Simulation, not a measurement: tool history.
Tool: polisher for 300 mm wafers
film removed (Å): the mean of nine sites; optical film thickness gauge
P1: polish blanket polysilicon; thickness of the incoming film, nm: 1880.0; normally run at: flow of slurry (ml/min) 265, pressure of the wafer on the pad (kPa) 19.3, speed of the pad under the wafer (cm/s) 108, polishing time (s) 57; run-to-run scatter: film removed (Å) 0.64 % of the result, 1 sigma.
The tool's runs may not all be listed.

run   hour  flow of slurry (ml/min)  pressure of the wafer on the pad (kPa)  speed of the pad under the wafer (cm/s)  polishing time (s)  wafers polished on this pad  hours since the slurry nozzle was cleaned  hours since the head pressure was calibrated  film removed (Å)
  1    5.1                      265                                    19.3                                      108                  57                          185                                      252.6                                         438.5            4541.1
  2   10.6                      265                                    19.3                                      108                  57                          246                                      258.1                                         444.0            4528.5
  3   19.9                      265                                    13.8                                      108                  57                          351                                      267.4                                         453.3            3252.2
  4   27.8                      265                                    19.3                                       54                  57                          440                                      275.3                                         461.2            2273.0
  5   36.7                      395                                    19.3                                      148                  57                          540                                      284.2                                         470.1            6387.2
  6   44.6                      265                                    19.3                                      108                  57                          629                                      292.1                                         478.0            4546.4
  7   52.9                      265                                    19.3                                      108                  26                          723                                      300.4                                         486.3            2066.7
  8   59.8                      265                                    29.6                                      108                  57                          801                                      307.3                                         493.2            6958.1
  9   68.5                      265                                    19.3                                      170                  57                          898                                      316.0                                         501.9            7167.9
 10   76.0                      160                                    19.3                                      108                  57                          983                                      323.5                                         509.4            4251.4
 11   81.9                      195                                    26.9                                      108                  57                         1049                                      329.4                                         515.3            6061.2
 12   88.6                      265                                    19.3                                      108                  57                         1125                                      336.1                                         522.0            4539.4
 13   96.2                      265                                    19.3                                      108                  87                         1210                                      343.7                                         529.6            6907.6
 14  105.5                      265                                    19.3                                      108                  57                         1315                                      353.0                                         538.9            4499.1
 15  113.5                      360                                    19.3                                      108                  57                         1405                                      361.0                                         546.9            4667.3
 16  119.6                      265                                    19.3                                      108                  57                         1474                                      367.1                                         553.0            4534.8
 17  125.2                      265                                    19.3                                      108                  57                         1537                                      372.7                                         558.6            4439.8
 18  133.7                      265                                    19.3                                      108                  57                         1633                                      381.2                                         567.1            4397.2

The next listed run, before its measurement:
 19  144.2                      265                                    19.3                                      108                  57                         1751                                      391.7                                         577.6                 ?

{"run 19": {"film removed (Å)": 4348.9}}
